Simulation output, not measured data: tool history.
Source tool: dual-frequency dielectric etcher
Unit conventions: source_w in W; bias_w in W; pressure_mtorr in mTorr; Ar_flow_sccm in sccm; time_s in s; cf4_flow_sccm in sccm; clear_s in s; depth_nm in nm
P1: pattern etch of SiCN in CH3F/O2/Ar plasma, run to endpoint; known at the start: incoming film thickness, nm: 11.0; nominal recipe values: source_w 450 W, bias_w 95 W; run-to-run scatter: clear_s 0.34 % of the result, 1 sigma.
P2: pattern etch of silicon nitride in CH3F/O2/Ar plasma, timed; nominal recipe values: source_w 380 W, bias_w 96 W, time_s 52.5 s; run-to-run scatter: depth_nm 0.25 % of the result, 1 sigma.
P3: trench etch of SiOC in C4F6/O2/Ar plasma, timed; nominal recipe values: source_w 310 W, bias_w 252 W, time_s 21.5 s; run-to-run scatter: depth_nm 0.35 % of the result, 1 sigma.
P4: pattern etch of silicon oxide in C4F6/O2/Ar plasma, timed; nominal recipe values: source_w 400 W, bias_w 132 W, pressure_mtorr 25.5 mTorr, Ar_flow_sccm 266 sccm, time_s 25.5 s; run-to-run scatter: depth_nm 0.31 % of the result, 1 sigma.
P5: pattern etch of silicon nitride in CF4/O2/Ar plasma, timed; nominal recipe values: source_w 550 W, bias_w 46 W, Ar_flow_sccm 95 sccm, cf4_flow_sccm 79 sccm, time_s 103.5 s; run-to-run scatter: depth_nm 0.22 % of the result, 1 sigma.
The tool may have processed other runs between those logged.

run	hour	process	source_w	bias_w	pressure_mtorr	Ar_flow_sccm	time_s	cf4_flow_sccm	clear_s	depth_nm
1	10.1	P1	450	95					25.796	
2	17.8	P4	400	176	25.5	266	25.5			82.445
3	28.2	P2	380	96			52.5			38.593
4	37.8	P4	400	132	25.5	266	31.5			93.577
5	44.8	P5	550	46		95	103.5	79		195.89
6	51.5	P5	780	46		95	103.5	79		265.01
7	61.9	P1	450	95					25.606	
8	68.6	P5	550	46		95	129.5	79		245.75
9	75.6	P1	450	95					25.608	
10	84.9	P4	400	132	25.5	176	25.5			79.004
11	94	P3	310	191			21.5			41.214
12	103.4	P2	530	96			52.5			43.66
13	109.8	P2	380	71			52.5			34.785
14	117.1	P1	560	95					23.596	
15	127.8	P1	450	56					30.752	
16	137	P3	310	252			21.5			45.158
17	146.2	P1	450	95					25.694	
18	152.1	P4	260	132	25.5	266	25.5			63.729
19	157.6	P3	410	252			21.5			50.167
20	164.6	P3	310	252			15			31.578
21	172.3	P5	550	46		95	103.5	79		195.83
22	181.7	P1	450	95					25.562	
23	190.3	P1	450	95					25.587	
24	198.5	P5	550	46		95	103.5	55		186.34
25	209	P2	380	96			37.5			27.544
26	216.8	P4	400	132	31.5	266	25.5			74.136
27	227.6	P2	380	96			52.5			38.574
28	235.5	P1	580	71					25.736	
29	243.8	P1	550	60					28.091	
30	249.9	P1	450	131					22.697	
31	260	P5	550	30		95	103.5	79		168.43
32	269.4	P5	550	46		133	103.5	79		187.36
33	277.2	P1	310	95					29.269	
34	286.4	P4	400	132	25.5	266	25.5			75.285
35	293.5	P1	450	95					25.511	
36	302.6	P1	450	95					25.64	
37	312.2	P1	450	95					25.764	
38	322.4	P1	450	95					25.883	
39	327.5	P1	450	95					26.021	
# hour 335.9: wet clean of the chamber
40	337.9	P1	450	95					26.122	
41	344.5	P1	450	95					26.095	
42	355.2	P1	450	95					26.1	

P1 has crept away from where it was. The log is fitted equally well by each of these 2 causes, at the sizes shown:
A: bias power that arrives under what is set, % = 4.66
B: source power that arrives under what is set, % = 4.64
The creep began at about hour 302.6.
The rest of the possible causes, and what rules out each one:
chamber walls in a state that lowers the etch rate, %: was serviced at hour 335.9, once the creep was under way, yet the earlier output never came back

Which of the 4 check runs listed below separates the causes, so that each cause would produce a clearly different result? Each run uses one wafer, and its results are marked with question marks.
check 1	365.9	P5	550	46		95	103.5	79		?
check 2	365.9	P3	310	252			21.5			?
check 3	365.9	P4	400	132	25.5	266	25.5			?
check 4	365.9	P2	380	96			52.5			?

What every check run would give for each of its results, assuming each possible cause in turn:
check	result	if A	if B
check 1	depth_nm	192.38	187.89
check 2	depth_nm	44.406	44.331
check 3	depth_nm	74.399	74.034
check 4	depth_nm	37.953	37.941
How far apart the two closest causes lie, in the result that separates them most: check 1 2.36 %; check 2 0.17 %; check 3 0.49 %; check 4 0.03 %
Only check 1 tells the causes apart: in the others they would give nearly the same result.

The results of check 1 are: depth_nm 188.08 nm. Based on these, which of the listed causes is it?

The cause is B: source power that arrives under what is set, %.
